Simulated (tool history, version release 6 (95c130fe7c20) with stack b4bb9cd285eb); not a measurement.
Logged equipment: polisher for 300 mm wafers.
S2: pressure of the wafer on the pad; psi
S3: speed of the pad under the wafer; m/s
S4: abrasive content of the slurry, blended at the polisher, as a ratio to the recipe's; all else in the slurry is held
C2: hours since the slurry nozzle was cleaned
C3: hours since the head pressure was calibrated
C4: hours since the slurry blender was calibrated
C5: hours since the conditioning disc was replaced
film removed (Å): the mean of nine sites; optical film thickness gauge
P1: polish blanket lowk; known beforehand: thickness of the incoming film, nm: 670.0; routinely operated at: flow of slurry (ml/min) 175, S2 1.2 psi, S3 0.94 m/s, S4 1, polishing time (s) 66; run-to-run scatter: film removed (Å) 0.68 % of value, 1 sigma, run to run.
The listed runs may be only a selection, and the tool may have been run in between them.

run 1 hour=10.8 | flow_of_slurry_(ml/min)=175 S2=1.2 S3=0.94 S4=1 polishing_time_(s)=66 | wafers_polished_on_this_pad=845 C2=139.7 C3=117.1 C4=54.1 C5=148.6 | film_removed_(Å)=152.86
run 2 hour=19.2 | flow_of_slurry_(ml/min)=175 S2=1.2 S3=1.2 S4=1 polishing_time_(s)=66 | wafers_polished_on_this_pad=898 C2=148.1 C3=125.5 C4=62.5 C5=157 | film_removed_(Å)=185.42
-- hour=20.2 slurry nozzle cleaned
run 3 hour=28.5 | flow_of_slurry_(ml/min)=175 S2=1.2 S3=0.94 S4=1 polishing_time_(s)=95 | wafers_polished_on_this_pad=957 C2=8.3 C3=134.8 C4=71.8 C5=166.3 | film_removed_(Å)=220.65
run 4 hour=35.9 | flow_of_slurry_(ml/min)=175 S2=1.2 S3=0.94 S4=0.55 polishing_time_(s)=66 | wafers_polished_on_this_pad=1004 C2=15.7 C3=142.2 C4=79.2 C5=173.7 | film_removed_(Å)=109.24
run 5 hour=43.8 | flow_of_slurry_(ml/min)=175 S2=1.2 S3=0.94 S4=1 polishing_time_(s)=66 | wafers_polished_on_this_pad=1054 C2=23.6 C3=150.1 C4=87.1 C5=181.6 | film_removed_(Å)=150.86
run 6 hour=50.9 | flow_of_slurry_(ml/min)=175 S2=1.2 S3=0.54 S4=1 polishing_time_(s)=66 | wafers_polished_on_this_pad=1098 C2=30.7 C3=157.2 C4=94.2 C5=188.7 | film_removed_(Å)=95.911
run 7 hour=61 | flow_of_slurry_(ml/min)=245 S2=1.2 S3=0.94 S4=1 polishing_time_(s)=102 | wafers_polished_on_this_pad=1162 C2=40.8 C3=167.3 C4=104.3 C5=198.8 | film_removed_(Å)=245.07
run 8 hour=70.6 | flow_of_slurry_(ml/min)=175 S2=1.9 S3=0.94 S4=1 polishing_time_(s)=66 | wafers_polished_on_this_pad=1223 C2=50.4 C3=176.9 C4=113.9 C5=208.4 | film_removed_(Å)=238.87
run 9 hour=80.9 | flow_of_slurry_(ml/min)=250 S2=1.2 S3=0.94 S4=1 polishing_time_(s)=66 | wafers_polished_on_this_pad=1288 C2=60.7 C3=187.2 C4=124.2 C5=218.7 | film_removed_(Å)=157.7
run 10 hour=89.3 | flow_of_slurry_(ml/min)=175 S2=1.2 S3=0.94 S4=1 polishing_time_(s)=66 | wafers_polished_on_this_pad=1341 C2=69.1 C3=195.6 C4=132.6 C5=227.1 | film_removed_(Å)=151.52
run 11 hour=96.2 | flow_of_slurry_(ml/min)=175 S2=1.2 S3=0.94 S4=1.45 polishing_time_(s)=66 | wafers_polished_on_this_pad=1384 C2=76 C3=202.5 C4=139.5 C5=234 | film_removed_(Å)=177.6
run 12 hour=106 | flow_of_slurry_(ml/min)=175 S2=0.6 S3=0.94 S4=1 polishing_time_(s)=66 | wafers_polished_on_this_pad=1446 C2=85.8 C3=212.3 C4=149.3 C5=243.8 | film_removed_(Å)=76.272
run 13 hour=116.3 | flow_of_slurry_(ml/min)=175 S2=1.2 S3=0.94 S4=1 polishing_time_(s)=66 | wafers_polished_on_this_pad=1511 C2=96.1 C3=222.6 C4=159.6 C5=254.1 | film_removed_(Å)=150.1
run 14 hour=123.8 | flow_of_slurry_(ml/min)=175 S2=1.2 S3=0.94 S4=1 polishing_time_(s)=66 | wafers_polished_on_this_pad=1558 C2=103.6 C3=230.1 C4=167.1 C5=261.6 | film_removed_(Å)=152.08
run 15 hour=132.6 | flow_of_slurry_(ml/min)=175 S2=1.2 S3=0.94 S4=1 polishing_time_(s)=66 | wafers_polished_on_this_pad=1614 C2=112.4 C3=238.9 C4=175.9 C5=270.4 | film_removed_(Å)=150.2
run 16 hour=139.4 | flow_of_slurry_(ml/min)=120 S2=1.2 S3=0.94 S4=1 polishing_time_(s)=66 | wafers_polished_on_this_pad=1657 C2=119.2 C3=245.7 C4=182.7 C5=277.2 | film_removed_(Å)=140.91
run 17 hour=144.9 | flow_of_slurry_(ml/min)=175 S2=1.2 S3=0.94 S4=1 polishing_time_(s)=66 | wafers_polished_on_this_pad=1691 C2=124.7 C3=251.2 C4=188.2 C5=282.7 | film_removed_(Å)=150.8
run 18 hour=152 | flow_of_slurry_(ml/min)=175 S2=1.2 S3=0.94 S4=1 polishing_time_(s)=41 | wafers_polished_on_this_pad=1736 C2=131.8 C3=258.3 C4=195.3 C5=289.8 | film_removed_(Å)=94.854
run 19 hour=160.1 | flow_of_slurry_(ml/min)=175 S2=1.2 S3=0.94 S4=1 polishing_time_(s)=66 | wafers_polished_on_this_pad=1787 C2=139.9 C3=266.4 C4=203.4 C5=297.9 | film_removed_(Å)=150.93
run 20 hour=169.4 | flow_of_slurry_(ml/min)=175 S2=1.2 S3=0.94 S4=1 polishing_time_(s)=66 | wafers_polished_on_this_pad=1846 C2=149.2 C3=275.7 C4=212.7 C5=307.2 | film_removed_(Å)=143.43
run 21 hour=176.7 | flow_of_slurry_(ml/min)=175 S2=1.2 S3=0.94 S4=1 polishing_time_(s)=66 | wafers_polished_on_this_pad=1892 C2=156.5 C3=283 C4=220 C5=314.5 | film_removed_(Å)=142.15
run 22 hour=184.6 | flow_of_slurry_(ml/min)=175 S2=1.2 S3=0.94 S4=1 polishing_time_(s)=66 | wafers_polished_on_this_pad=1942 C2=164.4 C3=290.9 C4=227.9 C5=322.4 | film_removed_(Å)=139.24
-- hour=191.2 conditioning disc replaced and pad reconditioned
run 23 hour=192.5 | flow_of_slurry_(ml/min)=175 S2=1.2 S3=0.94 S4=1 polishing_time_(s)=66 | wafers_polished_on_this_pad=1992 C2=172.3 C3=298.8 C4=235.8 C5=1.3 | film_removed_(Å)=139.65
-- hour=197.8 head pressure recalibrated
run 24 hour=199.5 | flow_of_slurry_(ml/min)=175 S2=1.2 S3=0.94 S4=1 polishing_time_(s)=66 | wafers_polished_on_this_pad=2036 C2=179.3 C3=1.8 C4=242.8 C5=8.3 | film_removed_(Å)=137.18

Forecast run 25:
run 25 hour=207.3 | flow_of_slurry_(ml/min)=175 S2=1.2 S3=0.94 S4=1 polishing_time_(s)=66 | wafers_polished_on_this_pad=2085 C2=187.1 C3=9.6 C4=250.6 C5=16.1 | film_removed_(Å)=?

film removed (Å): 136.68
